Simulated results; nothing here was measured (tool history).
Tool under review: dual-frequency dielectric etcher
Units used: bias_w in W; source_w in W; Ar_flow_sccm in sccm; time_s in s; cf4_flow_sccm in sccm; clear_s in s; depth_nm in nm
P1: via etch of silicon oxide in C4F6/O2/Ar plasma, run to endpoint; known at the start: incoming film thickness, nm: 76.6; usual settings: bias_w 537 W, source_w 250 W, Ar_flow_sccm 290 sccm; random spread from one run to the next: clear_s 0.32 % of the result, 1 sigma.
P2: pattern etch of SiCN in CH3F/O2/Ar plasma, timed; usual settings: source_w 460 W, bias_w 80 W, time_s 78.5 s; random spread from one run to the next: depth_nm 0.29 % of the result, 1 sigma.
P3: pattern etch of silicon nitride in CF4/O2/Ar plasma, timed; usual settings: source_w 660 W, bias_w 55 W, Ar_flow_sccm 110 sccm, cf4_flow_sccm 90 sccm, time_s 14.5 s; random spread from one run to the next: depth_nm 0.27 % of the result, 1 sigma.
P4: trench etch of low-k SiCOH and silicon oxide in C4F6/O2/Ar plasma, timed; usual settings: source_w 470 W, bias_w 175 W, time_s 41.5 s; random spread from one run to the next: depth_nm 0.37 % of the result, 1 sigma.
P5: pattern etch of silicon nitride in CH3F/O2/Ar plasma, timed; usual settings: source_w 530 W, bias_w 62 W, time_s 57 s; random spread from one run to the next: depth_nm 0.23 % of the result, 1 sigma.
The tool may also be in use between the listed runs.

run   hour  process  bias_w  source_w  Ar_flow_sccm  time_s  cf4_flow_sccm  hours since the last wet clean  hours since the last bias power generator calibration  hours since the last source power generator calibration  hours since the last Ar flow controller change  clear_s  depth_nm
  1    3.2       P1     537       250           290                                                  343.6                                                 2818.8                                                   2337.6                                           449.7   19.607
  2    7.2       P4     175       470                  41.5                                          347.6                                                 2822.8                                                   2341.6                                           453.7             136.13
  3   13.4       P1     537       250           290                                                  353.8                                                   2829                                                   2347.8                                           459.9    19.61
  4   18.4       P2      80       370                  78.5                                          358.8                                                   2834                                                   2352.8                                           464.9             29.115
  5   24.4       P1     711       250           376                                                  364.8                                                   2840                                                   2358.8                                           470.9   17.955
  6     29       P2      80       460                  78.5                                          369.4                                                 2844.6                                                   2363.4                                           475.5               31.8
  7   34.3       P1     409       250           290                                                  374.7                                                 2849.9                                                   2368.7                                           480.8   21.652
  8   37.4       P1     537       180           290                                                  377.8                                                   2853                                                   2371.8                                           483.9   22.018
  9   43.6       P5      62       630                    57                                            384                                                 2859.2                                                     2378                                           490.1             44.536
 10     48       P1     537       250           290                                                  388.4                                                 2863.6                                                   2382.4                                           494.5   19.519
 11   52.2       P3      55       660           110    14.5             68                           392.6                                                 2867.8                                                   2386.6                                           498.7             35.229
 12   55.5       P3      55       660           110    21.5             90                           395.9                                                 2871.1                                                   2389.9                                             502             54.163
 13   61.5       P1     537       170           183                                                  401.9                                                 2877.1                                                   2395.9                                             508   21.334
 14   66.6       P3      55       660           144    14.5             90                             407                                                 2882.2                                                     2401                                           513.1             34.872
 15   72.5       P1     537       250           202                                                  412.9                                                 2888.1                                                   2406.9                                             519   18.849
 16   77.7       P4     175       470                  55.5                                          418.1                                                 2893.3                                                   2412.1                                           524.2             180.37
 17   83.3       P2      80       460                 115.5                                          423.7                                                 2898.9                                                   2417.7                                           529.8             46.676
 18   86.6       P3      55       800           110    14.5             90                             427                                                 2902.2                                                     2421                                           533.1             42.868
 19   90.3       P5      44       530                    57                                          430.7                                                 2905.9                                                   2424.7                                           536.8             37.427
 20   94.7       P1     728       250           290                                                  435.1                                                 2910.3                                                   2429.1                                           541.2   17.402
 21   98.4       P4     103       470                  41.5                                          438.8                                                   2914                                                   2432.8                                           544.9             115.86
 22  104.1       P3      55       660           110    14.5             90                           444.5                                                 2919.7                                                   2438.5                                           550.6              36.49
 23  109.6       P4     175       640                  41.5                                            450                                                 2925.2                                                     2444                                           556.1             152.88
 24  113.4       P3      68       660           110    14.5             90                           453.8                                                   2929                                                   2447.8                                           559.9             39.351
 25    117       P1     537       300           290                                                  457.4                                                 2932.6                                                   2451.4                                           563.5   18.237
 26  123.1       P5      62       530                    57                                          463.5                                                 2938.7                                                   2457.5                                           569.6             41.594
 27  126.4       P1     537       250           348                                                  466.8                                                   2942                                                   2460.8                                           572.9   20.019
 28  131.3       P1     537       250           290                                                  471.7                                                 2946.9                                                   2465.7                                           577.8    19.68
     134.8  -- Ar flow controller replaced
 29  135.6       P5      62       530                    57                                            476                                                 2951.2                                                     2470                                             0.9              41.62
 30  140.6       P1     352       250           337                                                    481                                                 2956.2                                                     2475                                             5.9    23.32
 31  144.5       P3      55       660           110    14.5             90                           484.9                                                 2960.1                                                   2478.9                                             9.8              36.28
 32  147.3       P1     537       250           290                                                  487.7                                                 2962.9                                                   2481.7                                            12.6   19.517
 33  151.1       P5      62       530                  83.5                                          491.5                                                 2966.7                                                   2485.5                                            16.4             60.924
 34    154       P2     100       460                  78.5                                          494.4                                                 2969.6                                                   2488.4                                            19.3             34.363
 35  157.3       P1     537       250           290                                                  497.7                                                 2972.9                                                   2491.7                                            22.6   19.492
 36  162.3       P1     537       250           290                                                  502.7                                                 2977.9                                                   2496.7                                            27.6   19.468
 37  167.4       P1     537       250           290                                                  507.8                                                   2983                                                   2501.8                                            32.7   19.351
 38  171.5       P1     537       250           290                                                  511.9                                                 2987.1                                                   2505.9                                            36.8   19.388
 39  174.9       P1     537       250           290                                                  515.3                                                 2990.5                                                   2509.3                                            40.2   19.361
 40  178.8       P1     537       250           290                                                  519.2                                                 2994.4                                                   2513.2                                            44.1   19.147
     179.4  -- wet clean of the chamber
 41  182.4       P1     537       250           290                                                      3                                                   2998                                                   2516.8                                            47.7   19.298
 42  186.7       P1     537       250           290                                                    7.3                                                 3002.3                                                   2521.1                                              52    19.34
     188.3  -- Ar flow controller replaced
 43    192       P1     537       250           290                                                   12.6                                                 3007.6                                                   2526.4                                             3.8   19.266
 44  195.5       P1     537       250           290                                                   16.1                                                 3011.1                                                   2529.9                                             7.3   19.222
 45  200.5       P1     537       250           290                                                   21.1                                                 3016.1                                                   2534.9                                            12.3   19.374
 46  205.8       P1     537       250           290                                                   26.4                                                 3021.4                                                   2540.2                                            17.6   19.266

The log shows P1 creeping away from where it was. Any of the 2 causes listed here, at the size stated for it, fits the log just as well as the others:
A: bias power that arrives over what is set, % = 4.23
B: source power that arrives over what is set, % = 4.49
The process output started creeping at around hour 157.3.
All other causes, with the reason each is excluded:
chamber walls in a state that raises the etch rate, %: serviced at hour 179.4, after the change had begun; the process did not return to its earlier output
Ar flow that arrives under what is set, %: serviced at hour 188.3, after the change had begun; the process did not return to its earlier output

4 check runs are offered, one wafer each, their results left as question marks. Which one tells the causes apart?
check 1  211.1       P5      62       530                    57                                                                                                                                                                                                                                 ?
check 2  211.1       P3      55       660           110    14.5             90                                                                                                                                                                                                                  ?
check 3  211.1       P2      80       460                  78.5                                                                                                                                                                                                                                 ?
check 4  211.1       P4     175       470                  41.5                                                                                                                                                                                                                                 ?

How each check would come out, cause by cause:
  check    result    if A    if B
check 1  depth_nm  42.174  42.322
check 2  depth_nm  37.011  37.841
check 3  depth_nm   32.16  32.211
check 4  depth_nm  137.02  137.61
Gap, in per cent, between the two causes that each check separates least, read from the result that separates them most: check 1 0.35 %; check 2 2.22 %; check 3 0.16 %; check 4 0.43 %
The causes can be told apart only by check 2. The other checks would give nearly the same results under each of them.

Check 2 has now been run. It gave: depth_nm 37.949 nm. Which of the candidate causes is it?

It was cause B: source power that arrives over what is set, %.
